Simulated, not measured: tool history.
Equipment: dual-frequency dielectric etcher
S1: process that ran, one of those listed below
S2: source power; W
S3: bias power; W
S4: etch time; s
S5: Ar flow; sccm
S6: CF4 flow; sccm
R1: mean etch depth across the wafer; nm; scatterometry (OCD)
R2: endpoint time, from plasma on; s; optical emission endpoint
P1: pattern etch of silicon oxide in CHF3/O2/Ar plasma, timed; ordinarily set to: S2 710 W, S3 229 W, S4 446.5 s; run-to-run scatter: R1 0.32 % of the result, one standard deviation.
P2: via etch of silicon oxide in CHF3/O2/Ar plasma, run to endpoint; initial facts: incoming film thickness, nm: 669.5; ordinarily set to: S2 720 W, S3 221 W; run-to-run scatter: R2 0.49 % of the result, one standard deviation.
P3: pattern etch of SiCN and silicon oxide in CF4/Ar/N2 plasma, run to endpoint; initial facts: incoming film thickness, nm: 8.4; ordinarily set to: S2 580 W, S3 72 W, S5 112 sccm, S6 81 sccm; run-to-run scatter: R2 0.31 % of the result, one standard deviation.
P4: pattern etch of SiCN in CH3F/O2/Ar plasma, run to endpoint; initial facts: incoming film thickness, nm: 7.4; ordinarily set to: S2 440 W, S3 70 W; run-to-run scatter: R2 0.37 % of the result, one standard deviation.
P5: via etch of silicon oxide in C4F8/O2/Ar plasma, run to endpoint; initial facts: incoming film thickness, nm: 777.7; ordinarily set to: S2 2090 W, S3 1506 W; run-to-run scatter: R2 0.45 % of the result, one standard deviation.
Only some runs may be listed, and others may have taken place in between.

run 1 hour=4.5 | S1=P1 S2=710 S3=229 S4=446.5 | R1=1010.7
run 2 hour=11.6 | S1=P2 S2=720 S3=221 | R2=293.3
run 3 hour=19.1 | S1=P1 S2=710 S3=229 S4=446.5 | R1=1009.1
run 4 hour=26.4 | S1=P5 S2=1240 S3=1506 | R2=194.37
run 5 hour=33.5 | S1=P3 S2=580 S3=98 S5=112 S6=81 | R2=7.0813
run 6 hour=38.8 | S1=P5 S2=2090 S3=1506 | R2=159.38
run 7 hour=43.4 | S1=P1 S2=850 S3=229 S4=446.5 | R1=1082.2
run 8 hour=52.3 | S1=P4 S2=440 S3=70 | R2=19.104
run 9 hour=60.2 | S1=P3 S2=580 S3=72 S5=112 S6=81 | R2=7.8372
run 10 hour=66.3 | S1=P1 S2=710 S3=229 S4=446.5 | R1=1011.4
-- hour=69.3 wet clean of the chamber
run 11 hour=71.4 | S1=P1 S2=710 S3=229 S4=314.5 | R1=712.01
run 12 hour=79.5 | S1=P5 S2=2090 S3=1980 | R2=145.23
run 13 hour=87.7 | S1=P1 S2=710 S3=229 S4=446.5 | R1=1008.1
run 14 hour=95.5 | S1=P1 S2=450 S3=229 S4=446.5 | R1=850.77
run 15 hour=104 | S1=P3 S2=580 S3=72 S5=140 S6=81 | R2=8.1599
run 16 hour=109.6 | S1=P1 S2=710 S3=134 S4=446.5 | R1=844.47
run 17 hour=116.1 | S1=P1 S2=710 S3=229 S4=446.5 | R1=1009.6
run 18 hour=120.9 | S1=P1 S2=710 S3=189 S4=561 | R1=1189.1
run 19 hour=124.9 | S1=P3 S2=580 S3=72 S5=112 S6=49 | R2=8.5287
run 20 hour=130.8 | S1=P2 S2=1020 S3=221 | R2=252.51
run 21 hour=138 | S1=P1 S2=710 S3=323 S4=446.5 | R1=1134.8
run 22 hour=146.5 | S1=P1 S2=710 S3=301 S4=567.5 | R1=1412.6
run 23 hour=150.8 | S1=P1 S2=710 S3=229 S4=562.5 | R1=1267.2
run 24 hour=155.8 | S1=P2 S2=720 S3=141 | R2=338.17
run 25 hour=162.5 | S1=P3 S2=730 S3=72 S5=112 S6=81 | R2=6.414
run 26 hour=169 | S1=P1 S2=710 S3=229 S4=446.5 | R1=1009.5
-- hour=170.7 bias power generator calibrated
run 27 hour=177.6 | S1=P4 S2=440 S3=44 | R2=22.234
run 28 hour=183.4 | S1=P4 S2=260 S3=70 | R2=23.186
run 29 hour=190 | S1=P1 S2=520 S3=269 S4=446.5 | R1=951.3
run 30 hour=195.6 | S1=P1 S2=710 S3=229 S4=446.5 | R1=1011.5
run 31 hour=202.4 | S1=P5 S2=2090 S3=1506 | R2=157.22
run 32 hour=206.9 | S1=P1 S2=710 S3=229 S4=446.5 | R1=1010.3
run 33 hour=211.4 | S1=P1 S2=710 S3=229 S4=446.5 | R1=1011.2
run 34 hour=216.4 | S1=P1 S2=710 S3=229 S4=446.5 | R1=1022.9
run 35 hour=221.6 | S1=P1 S2=710 S3=229 S4=446.5 | R1=1019.9
run 36 hour=227.8 | S1=P1 S2=710 S3=229 S4=446.5 | R1=1017.3
run 37 hour=233.2 | S1=P1 S2=710 S3=229 S4=446.5 | R1=1018.1
run 38 hour=239.8 | S1=P1 S2=710 S3=229 S4=446.5 | R1=1022.8
-- hour=245.4 wet clean of the chamber
run 39 hour=245.8 | S1=P1 S2=710 S3=229 S4=446.5 | R1=1026.3
run 40 hour=251.1 | S1=P1 S2=710 S3=229 S4=446.5 | R1=1028.7
run 41 hour=255.6 | S1=P1 S2=710 S3=229 S4=446.5 | R1=1025.6
run 42 hour=263.5 | S1=P1 S2=710 S3=229 S4=446.5 | R1=1025.3
run 43 hour=268.1 | S1=P1 S2=710 S3=229 S4=446.5 | R1=1027.2

P1 has crept away from where it was. The log is fitted equally well by each of these 2 causes, at the sizes shown:
A: source power that arrives over what is set, % = 4.27
B: bias power that arrives over what is set, % = 4.63
Onset of the creep was near hour 206.9.
The rest of the possible causes, and what rules out each one:
chamber walls in a state that raises the etch rate, %: work on it at hour 245.4, done after the drift set in, did not restore what the process gave before

Which of the check runs below tells the causes apart, meaning the causes would give it clearly different results? Each run uses 2 wafers whose results are averaged, and each result is shown as a question mark.
run check 1 hour=272.7 | S1=P5 S2=1350 S3=1506 | R2=?
run check 2 hour=272.7 | S1=P2 S2=920 S3=163 | R2=?
run check 3 hour=272.7 | S1=P3 S2=580 S3=84 S5=112 S6=53 | R2=?
run check 4 hour=272.7 | S1=P4 S2=370 S3=46 | R2=?

If the cause were each of the candidates in turn, the checks would give the following:
check=check_1 result=R2 if_A=186.18 if_B=186.98
check=check_2 result=R2 if_A=288.59 if_B=289.09
check=check_3 result=R2 if_A=7.6766 if_B=7.8319
check=check_4 result=R2 if_A=23.119 if_B=23.158
Per check, the gap between the least separated pair of causes, taken in the result that splits them most: check 1 0.43 %; check 2 0.17 %; check 3 2 %; check 4 0.17 %
Check 3 distinguishes between the causes, while the remaining checks would return nearly the same result for all of them.

With check 3 done, the readings were: R2 7.8406 s. Identify which of the listed causes applies.

The correct cause is B, namely: bias power that arrives over what is set, %.
